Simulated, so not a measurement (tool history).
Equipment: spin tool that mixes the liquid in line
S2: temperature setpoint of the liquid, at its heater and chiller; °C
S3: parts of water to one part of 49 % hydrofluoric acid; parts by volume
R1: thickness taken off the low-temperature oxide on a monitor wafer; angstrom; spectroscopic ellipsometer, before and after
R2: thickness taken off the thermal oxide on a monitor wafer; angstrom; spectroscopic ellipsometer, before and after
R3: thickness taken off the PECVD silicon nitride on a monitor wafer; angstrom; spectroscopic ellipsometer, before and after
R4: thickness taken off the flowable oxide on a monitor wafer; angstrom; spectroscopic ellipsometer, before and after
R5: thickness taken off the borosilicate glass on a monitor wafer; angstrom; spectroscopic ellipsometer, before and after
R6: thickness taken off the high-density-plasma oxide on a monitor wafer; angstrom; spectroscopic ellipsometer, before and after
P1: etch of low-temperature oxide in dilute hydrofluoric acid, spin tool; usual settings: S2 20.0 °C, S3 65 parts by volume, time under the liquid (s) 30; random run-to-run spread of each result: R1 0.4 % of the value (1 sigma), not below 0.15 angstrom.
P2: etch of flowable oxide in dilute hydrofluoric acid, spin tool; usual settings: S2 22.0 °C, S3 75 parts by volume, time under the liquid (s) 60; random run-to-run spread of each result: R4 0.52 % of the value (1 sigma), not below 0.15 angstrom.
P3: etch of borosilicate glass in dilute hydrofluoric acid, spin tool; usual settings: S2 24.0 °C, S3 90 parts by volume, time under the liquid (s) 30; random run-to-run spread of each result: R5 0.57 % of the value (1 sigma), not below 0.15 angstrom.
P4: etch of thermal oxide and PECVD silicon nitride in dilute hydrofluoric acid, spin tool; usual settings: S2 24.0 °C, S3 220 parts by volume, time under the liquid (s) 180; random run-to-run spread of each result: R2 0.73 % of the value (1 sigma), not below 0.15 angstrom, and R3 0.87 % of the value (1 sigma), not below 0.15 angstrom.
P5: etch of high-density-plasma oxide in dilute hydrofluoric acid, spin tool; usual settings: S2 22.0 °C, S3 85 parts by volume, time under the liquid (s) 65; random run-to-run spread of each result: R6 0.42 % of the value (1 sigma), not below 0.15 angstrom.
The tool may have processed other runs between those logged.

Run 1, hour 6.2: process that ran P1, S2 20.0 °C, S3 65 parts by volume, time under the liquid (s) 30. Result: R1 122.820 angstrom.
Run 2, hour 18.4: process that ran P4, S2 24.0 °C, S3 220 parts by volume, time under the liquid (s) 180. Result: R2 32.944 angstrom, R3 26.577 angstrom.
Run 3, hour 26.5: process that ran P2, S2 22.0 °C, S3 75 parts by volume, time under the liquid (s) 60. Result: R4 277.340 angstrom.
Run 4, hour 35.3: process that ran P1, S2 20.0 °C, S3 65 parts by volume, time under the liquid (s) 30. Result: R1 122.460 angstrom.
Run 5, hour 43.5: process that ran P4, S2 18.5 °C, S3 220 parts by volume, time under the liquid (s) 180. Result: R2 26.637 angstrom, R3 18.953 angstrom.
Run 6, hour 50.7: process that ran P1, S2 20.0 °C, S3 65 parts by volume, time under the liquid (s) 15. Result: R1 61.459 angstrom.
Run 7, hour 58.8: process that ran P2, S2 22.0 °C, S3 75 parts by volume, time under the liquid (s) 15. Result: R4 69.861 angstrom.
Run 8, hour 66.5: process that ran P3, S2 24.0 °C, S3 90 parts by volume, time under the liquid (s) 30. Result: R5 82.533 angstrom.
Run 9, hour 73.0: process that ran P1, S2 17.0 °C, S3 65 parts by volume, time under the liquid (s) 30. Result: R1 108.430 angstrom.
Run 10, hour 79.7: process that ran P1, S2 20.0 °C, S3 65 parts by volume, time under the liquid (s) 30. Result: R1 122.930 angstrom.
Run 11, hour 90.9: process that ran P1, S2 20.0 °C, S3 30 parts by volume, time under the liquid (s) 30. Result: R1 277.940 angstrom.
Run 12, hour 101.2: process that ran P1, S2 20.0 °C, S3 65 parts by volume, time under the liquid (s) 30. Result: R1 123.920 angstrom.
Run 13, hour 109.7: process that ran P4, S2 24.0 °C, S3 220 parts by volume, time under the liquid (s) 350. Result: R2 63.951 angstrom, R3 52.301 angstrom.
Run 14, hour 115.6: process that ran P2, S2 22.0 °C, S3 75 parts by volume, time under the liquid (s) 60. Result: R4 278.200 angstrom.
Run 15, hour 122.3: process that ran P1, S2 20.0 °C, S3 95 parts by volume, time under the liquid (s) 30. Result: R1 81.735 angstrom.
Run 16, hour 129.9: process that ran P4, S2 24.0 °C, S3 220 parts by volume, time under the liquid (s) 180. Result: R2 32.780 angstrom, R3 26.695 angstrom.
Run 17, hour 138.3: process that ran P5, S2 17.0 °C, S3 85 parts by volume, time under the liquid (s) 65. Result: R6 40.171 angstrom.
Run 18, hour 144.9: process that ran P5, S2 22.0 °C, S3 20 parts by volume, time under the liquid (s) 65. Result: R6 229.950 angstrom.
Run 19, hour 153.1: process that ran P1, S2 20.0 °C, S3 65 parts by volume, time under the liquid (s) 30. Result: R1 123.240 angstrom.
Run 20, hour 162.5: process that ran P5, S2 22.0 °C, S3 85 parts by volume, time under the liquid (s) 65. Result: R6 49.809 angstrom.
Run 21, hour 173.1: process that ran P2, S2 22.0 °C, S3 105 parts by volume, time under the liquid (s) 60. Result: R4 193.350 angstrom.
Run 22, hour 182.7: process that ran P1, S2 20.0 °C, S3 65 parts by volume, time under the liquid (s) 30. Result: R1 122.490 angstrom.
Run 23, hour 191.1: process that ran P3, S2 17.0 °C, S3 90 parts by volume, time under the liquid (s) 30. Result: R5 62.015 angstrom.
Run 24, hour 199.5: process that ran P1, S2 20.0 °C, S3 90 parts by volume, time under the liquid (s) 45. Result: R1 129.130 angstrom.
Run 25, hour 210.0: process that ran P4, S2 24.0 °C, S3 75 parts by volume, time under the liquid (s) 180. Result: R2 113.500 angstrom, R3 77.652 angstrom.
Run 26, hour 220.6: process that ran P3, S2 24.0 °C, S3 90 parts by volume, time under the liquid (s) 60. Result: R5 164.350 angstrom.
Run 27, hour 230.4: process that ran P1, S2 17.0 °C, S3 110 parts by volume, time under the liquid (s) 30. Result: R1 61.076 angstrom.
Run 28, hour 239.5: process that ran P3, S2 24.0 °C, S3 135 parts by volume, time under the liquid (s) 30. Result: R5 52.295 angstrom.
Run 29, hour 245.4: process that ran P5, S2 22.0 °C, S3 85 parts by volume, time under the liquid (s) 100. Result: R6 77.134 angstrom.
Run 30, hour 252.5: process that ran P2, S2 26.0 °C, S3 75 parts by volume, time under the liquid (s) 60. Result: R4 326.070 angstrom.
Run 31, hour 263.7: process that ran P1, S2 25.0 °C, S3 65 parts by volume, time under the liquid (s) 30. Result: R1 152.350 angstrom.
Run 32, hour 270.3: process that ran P1, S2 26.0 °C, S3 40 parts by volume, time under the liquid (s) 30. Result: R1 264.670 angstrom.
Run 33, hour 279.8: process that ran P1, S2 20.0 °C, S3 65 parts by volume, time under the liquid (s) 55. Result: R1 223.580 angstrom.
Run 34, hour 289.8: process that ran P1, S2 20.0 °C, S3 65 parts by volume, time under the liquid (s) 30. Result: R1 122.140 angstrom.
Run 35, hour 297.3: process that ran P1, S2 20.0 °C, S3 65 parts by volume, time under the liquid (s) 30. Result: R1 119.990 angstrom.
Run 36, hour 307.7: process that ran P1, S2 20.0 °C, S3 65 parts by volume, time under the liquid (s) 30. Result: R1 116.300 angstrom.
Run 37, hour 318.2: process that ran P1, S2 20.0 °C, S3 65 parts by volume, time under the liquid (s) 30. Result: R1 114.240 angstrom.
Run 38, hour 324.8: process that ran P1, S2 20.0 °C, S3 65 parts by volume, time under the liquid (s) 30. Result: R1 114.170 angstrom.
Run 39, hour 337.8: process that ran P1, S2 20.0 °C, S3 65 parts by volume, time under the liquid (s) 30. Result: R1 113.980 angstrom.
Run 40, hour 349.4: process that ran P1, S2 20.0 °C, S3 65 parts by volume, time under the liquid (s) 30. Result: R1 113.880 angstrom.
Run 41, hour 356.4: process that ran P1, S2 20.0 °C, S3 65 parts by volume, time under the liquid (s) 30. Result: R1 113.040 angstrom.

Run 42 is up next; what results do you expect?
Run 42, hour 369.5: process that ran P1, S2 20.0 °C, S3 65 parts by volume, time under the liquid (s) 30. Result: R1 ?.

R1: 113.360 angstrom
